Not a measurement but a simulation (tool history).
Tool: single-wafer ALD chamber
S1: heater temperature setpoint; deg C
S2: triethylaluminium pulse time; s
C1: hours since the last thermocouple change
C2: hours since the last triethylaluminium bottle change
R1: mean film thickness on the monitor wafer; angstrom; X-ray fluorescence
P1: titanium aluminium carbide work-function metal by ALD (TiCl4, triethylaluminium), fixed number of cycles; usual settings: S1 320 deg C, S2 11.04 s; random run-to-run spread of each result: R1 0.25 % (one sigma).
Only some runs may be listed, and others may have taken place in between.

run,day,S1,S2,C1,C2,R1
1,0.567,320,11.04,899.4,280.6,21.844
2,1.038,320,15.16,910.7,291.9,22.235
3,1.575,341,4.09,923.6,304.8,18.425
4,2.054,320,7.40,935.1,316.3,20.587
5,2.438,320,11.04,944.3,325.5,21.955
6,3.050,320,11.04,959.0,340.2,21.872
7,3.621,295,11.04,972.7,353.9,19.658
# day 3.971: thermocouple changed; heater temperature recalibrated
8,4.033,320,11.04,1.6,363.8,21.914
9,4.646,320,11.04,16.3,378.5,21.882
10,5.062,333,11.04,26.3,388.5,23.047
11,5.417,320,11.04,34.8,397.0,21.876
12,5.758,320,11.04,43.0,405.2,21.698
13,6.283,320,11.04,55.6,417.8,21.633
14,6.908,320,11.04,70.6,432.8,21.462
15,7.429,320,11.04,83.1,445.3,21.519
16,7.862,320,11.04,93.5,455.7,21.428
17,8.475,320,11.04,108.2,470.4,21.528

Run 18 is up next; what results do you expect?
18,9.108,320,11.04,123.4,485.6,?

R1: 21.461 angstrom
